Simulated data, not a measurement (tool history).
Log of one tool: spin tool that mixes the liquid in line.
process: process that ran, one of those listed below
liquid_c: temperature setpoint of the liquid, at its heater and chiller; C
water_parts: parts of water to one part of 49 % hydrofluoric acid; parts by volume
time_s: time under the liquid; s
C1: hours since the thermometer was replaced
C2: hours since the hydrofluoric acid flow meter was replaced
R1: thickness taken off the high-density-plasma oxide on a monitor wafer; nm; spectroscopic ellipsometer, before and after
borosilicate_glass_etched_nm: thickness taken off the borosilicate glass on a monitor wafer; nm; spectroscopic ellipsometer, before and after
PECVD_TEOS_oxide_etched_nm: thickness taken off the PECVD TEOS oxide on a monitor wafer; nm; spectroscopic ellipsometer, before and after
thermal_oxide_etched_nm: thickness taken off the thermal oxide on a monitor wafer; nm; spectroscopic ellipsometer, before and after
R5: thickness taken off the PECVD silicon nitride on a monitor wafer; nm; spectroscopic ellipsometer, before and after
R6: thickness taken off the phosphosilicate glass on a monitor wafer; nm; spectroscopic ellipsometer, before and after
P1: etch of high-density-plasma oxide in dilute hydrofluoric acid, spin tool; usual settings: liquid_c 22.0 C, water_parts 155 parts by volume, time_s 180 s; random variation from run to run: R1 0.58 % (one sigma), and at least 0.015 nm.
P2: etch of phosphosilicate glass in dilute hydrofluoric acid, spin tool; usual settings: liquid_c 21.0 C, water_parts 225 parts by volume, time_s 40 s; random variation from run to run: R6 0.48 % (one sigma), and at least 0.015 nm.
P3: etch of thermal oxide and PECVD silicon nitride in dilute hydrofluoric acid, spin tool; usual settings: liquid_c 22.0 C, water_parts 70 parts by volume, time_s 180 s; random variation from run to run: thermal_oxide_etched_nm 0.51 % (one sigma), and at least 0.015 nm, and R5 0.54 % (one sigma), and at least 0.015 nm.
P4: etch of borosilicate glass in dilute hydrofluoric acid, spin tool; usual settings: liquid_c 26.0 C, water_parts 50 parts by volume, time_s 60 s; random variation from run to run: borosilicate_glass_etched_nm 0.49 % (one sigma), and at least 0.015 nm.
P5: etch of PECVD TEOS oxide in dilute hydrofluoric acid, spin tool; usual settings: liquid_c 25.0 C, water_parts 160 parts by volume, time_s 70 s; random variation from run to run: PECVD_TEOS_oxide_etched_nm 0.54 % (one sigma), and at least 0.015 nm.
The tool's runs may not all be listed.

{"run": 1, "day": 0.438, "process": "P1", "liquid_c": 22.0, "water_parts": 155, "time_s": 180, "C1": 1369.4, "C2": 287.7, "R1": 7.5066}
{"run": 2, "day": 1.104, "process": "P1", "liquid_c": 22.0, "water_parts": 155, "time_s": 300, "C1": 1385.4, "C2": 303.7, "R1": 12.509}
{"run": 3, "day": 1.658, "process": "P4", "liquid_c": 26.0, "water_parts": 50, "time_s": 60, "C1": 1398.7, "C2": 317.0, "borosilicate_glass_etched_nm": 37.975}
{"run": 4, "day": 2.275, "process": "P5", "liquid_c": 25.0, "water_parts": 160, "time_s": 120, "C1": 1413.5, "C2": 331.8, "PECVD_TEOS_oxide_etched_nm": 11.311}
{"run": 5, "day": 2.8, "process": "P1", "liquid_c": 22.0, "water_parts": 280, "time_s": 180, "C1": 1426.1, "C2": 344.4, "R1": 3.6494}
{"run": 6, "day": 3.321, "process": "P3", "liquid_c": 22.0, "water_parts": 70, "time_s": 180, "C1": 1438.6, "C2": 356.9, "thermal_oxide_etched_nm": 11.763, "R5": 7.7165}
{"run": 7, "day": 3.821, "process": "P2", "liquid_c": 17.0, "water_parts": 225, "time_s": 40, "C1": 1450.6, "C2": 368.9, "R6": 12.139}
{"run": 8, "day": 4.321, "process": "P4", "liquid_c": 26.0, "water_parts": 30, "time_s": 60, "C1": 1462.6, "C2": 380.9, "borosilicate_glass_etched_nm": 64.782}
{"run": 9, "day": 4.708, "process": "P4", "liquid_c": 33.5, "water_parts": 50, "time_s": 60, "C1": 1471.9, "C2": 390.2, "borosilicate_glass_etched_nm": 51.009}
{"run": 10, "day": 5.108, "process": "P1", "liquid_c": 22.0, "water_parts": 155, "time_s": 50, "C1": 1481.5, "C2": 399.8, "R1": 2.0386}
{"run": 11, "day": 5.583, "process": "P1", "liquid_c": 22.0, "water_parts": 155, "time_s": 180, "C1": 1492.9, "C2": 411.2, "R1": 7.4845}
{"day": 6.088, "done": "thermometer replaced"}
{"run": 12, "day": 6.242, "process": "P2", "liquid_c": 21.0, "water_parts": 225, "time_s": 40, "C1": 3.8, "C2": 427.0, "R6": 14.151}
{"run": 13, "day": 6.917, "process": "P2", "liquid_c": 21.0, "water_parts": 225, "time_s": 60, "C1": 20.0, "C2": 443.2, "R6": 21.094}
{"run": 14, "day": 7.458, "process": "P5", "liquid_c": 25.0, "water_parts": 160, "time_s": 70, "C1": 33.0, "C2": 456.2, "PECVD_TEOS_oxide_etched_nm": 6.6396}
{"run": 15, "day": 8.121, "process": "P1", "liquid_c": 22.0, "water_parts": 155, "time_s": 180, "C1": 48.9, "C2": 472.1, "R1": 7.5281}
{"run": 16, "day": 8.575, "process": "P1", "liquid_c": 22.0, "water_parts": 155, "time_s": 180, "C1": 59.8, "C2": 483.0, "R1": 7.4758}
{"run": 17, "day": 9.0, "process": "P1", "liquid_c": 18.5, "water_parts": 85, "time_s": 180, "C1": 70.0, "C2": 493.2, "R1": 12.817}
{"run": 18, "day": 9.292, "process": "P1", "liquid_c": 22.0, "water_parts": 50, "time_s": 180, "C1": 77.0, "C2": 500.2, "R1": 26.267}
{"run": 19, "day": 9.929, "process": "P3", "liquid_c": 22.0, "water_parts": 125, "time_s": 180, "C1": 92.3, "C2": 515.5, "thermal_oxide_etched_nm": 6.1375, "R5": 4.3541}
{"run": 20, "day": 10.325, "process": "P2", "liquid_c": 21.0, "water_parts": 225, "time_s": 40, "C1": 101.8, "C2": 525.0, "R6": 14.171}
{"run": 21, "day": 10.825, "process": "P3", "liquid_c": 22.0, "water_parts": 70, "time_s": 65, "C1": 113.8, "C2": 537.0, "thermal_oxide_etched_nm": 4.1933, "R5": 2.7987}
{"run": 22, "day": 11.429, "process": "P5", "liquid_c": 25.0, "water_parts": 270, "time_s": 70, "C1": 128.3, "C2": 551.5, "PECVD_TEOS_oxide_etched_nm": 3.4048}
{"run": 23, "day": 11.792, "process": "P4", "liquid_c": 26.0, "water_parts": 50, "time_s": 60, "C1": 137.0, "C2": 560.2, "borosilicate_glass_etched_nm": 37.545}
{"run": 24, "day": 12.117, "process": "P1", "liquid_c": 28.5, "water_parts": 155, "time_s": 180, "C1": 144.8, "C2": 568.0, "R1": 9.5841}
{"run": 25, "day": 12.492, "process": "P4", "liquid_c": 26.0, "water_parts": 50, "time_s": 95, "C1": 153.8, "C2": 577.0, "borosilicate_glass_etched_nm": 60.574}
{"run": 26, "day": 12.829, "process": "P5", "liquid_c": 32.5, "water_parts": 160, "time_s": 70, "C1": 161.9, "C2": 585.1, "PECVD_TEOS_oxide_etched_nm": 8.6437}
{"run": 27, "day": 13.362, "process": "P2", "liquid_c": 21.0, "water_parts": 370, "time_s": 40, "C1": 174.7, "C2": 597.9, "R6": 7.5364}
{"run": 28, "day": 14.025, "process": "P3", "liquid_c": 17.0, "water_parts": 70, "time_s": 180, "C1": 190.6, "C2": 613.8, "thermal_oxide_etched_nm": 9.514, "R5": 5.4769}
{"run": 29, "day": 14.65, "process": "P5", "liquid_c": 25.0, "water_parts": 160, "time_s": 70, "C1": 205.6, "C2": 628.8, "PECVD_TEOS_oxide_etched_nm": 6.5568}
{"run": 30, "day": 15.175, "process": "P1", "liquid_c": 17.0, "water_parts": 155, "time_s": 180, "C1": 218.2, "C2": 641.4, "R1": 6.1738}
{"run": 31, "day": 15.817, "process": "P1", "liquid_c": 22.0, "water_parts": 155, "time_s": 180, "C1": 233.6, "C2": 656.8, "R1": 7.5362}
{"run": 32, "day": 16.125, "process": "P1", "liquid_c": 22.0, "water_parts": 155, "time_s": 180, "C1": 241.0, "C2": 664.2, "R1": 7.3997}
{"run": 33, "day": 16.592, "process": "P1", "liquid_c": 22.0, "water_parts": 155, "time_s": 180, "C1": 252.2, "C2": 675.4, "R1": 7.1664}
{"run": 34, "day": 17.2, "process": "P1", "liquid_c": 22.0, "water_parts": 155, "time_s": 180, "C1": 266.8, "C2": 690.0, "R1": 7.0318}
{"run": 35, "day": 17.738, "process": "P1", "liquid_c": 22.0, "water_parts": 155, "time_s": 180, "C1": 279.7, "C2": 702.9, "R1": 7.098}
{"run": 36, "day": 18.238, "process": "P1", "liquid_c": 22.0, "water_parts": 155, "time_s": 180, "C1": 291.7, "C2": 714.9, "R1": 7.0033}
{"run": 37, "day": 18.579, "process": "P1", "liquid_c": 22.0, "water_parts": 155, "time_s": 180, "C1": 299.9, "C2": 723.1, "R1": 6.9727}
{"run": 38, "day": 19.079, "process": "P1", "liquid_c": 22.0, "water_parts": 155, "time_s": 180, "C1": 311.9, "C2": 735.1, "R1": 6.9783}

The next listed run, before its measurement:
{"run": 39, "day": 19.725, "process": "P1", "liquid_c": 22.0, "water_parts": 155, "time_s": 180, "C1": 327.4, "C2": 750.6, "R1": "?"}

Run 39 gave R1 6.9988 nm.
